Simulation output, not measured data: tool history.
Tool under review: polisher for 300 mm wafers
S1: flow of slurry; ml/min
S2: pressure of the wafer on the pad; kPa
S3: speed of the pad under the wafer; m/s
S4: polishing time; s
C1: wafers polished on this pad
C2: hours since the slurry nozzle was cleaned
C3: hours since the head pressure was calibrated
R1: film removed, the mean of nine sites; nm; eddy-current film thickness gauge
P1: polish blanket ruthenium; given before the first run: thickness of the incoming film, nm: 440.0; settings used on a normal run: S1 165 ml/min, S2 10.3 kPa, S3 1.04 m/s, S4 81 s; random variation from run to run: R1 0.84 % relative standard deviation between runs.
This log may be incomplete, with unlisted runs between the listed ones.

run	hour	S1	S2	S3	S4	C1	C2	C3	R1
1	4.5	165	10.3	1.04	81	596	315.1	290.3	69.677
2	8.7	165	10.3	1.04	81	625	319.3	294.5	70.651
3	15.2	165	10.3	1.04	81	670	325.8	301	70.992
4	18.8	165	10.3	1.04	39	694	329.4	304.6	33.609
5	23.4	165	10.3	0.46	81	726	334	309.2	30.69
6	27	165	7.6	1.4	81	751	337.6	312.8	68.576
7	32.3	165	10.3	1.36	81	787	342.9	318.1	91.736
8	38.3	210	10.3	1.04	39	829	348.9	324.1	34.699
9	42.8	165	6.2	1.04	81	860	353.4	328.6	41.262
10	47.5	165	14.5	1.48	81	892	358.1	333.3	139.45
# hour 51.4: worn pad replaced by a new one
11	51.8	165	15.9	1.04	81	3	362.4	337.6	107.13
12	55.3	230	10.3	1.04	81	27	365.9	341.1	72.037
13	59	100	10.3	1.04	81	53	369.6	344.8	63.971
14	63.9	165	10.3	1.04	81	86	374.5	349.7	69.398
15	69.2	165	10.3	1.04	81	123	379.8	355	69.19
16	73.2	165	10.3	1.04	120	150	383.8	359	103.76
17	76.5	165	10.3	1.04	81	173	387.1	362.3	70.356

Expected results for the next run?
18	80.2	165	10.3	1.04	81	199	390.8	366	?

{"run 18": {"R1": 68.455}}
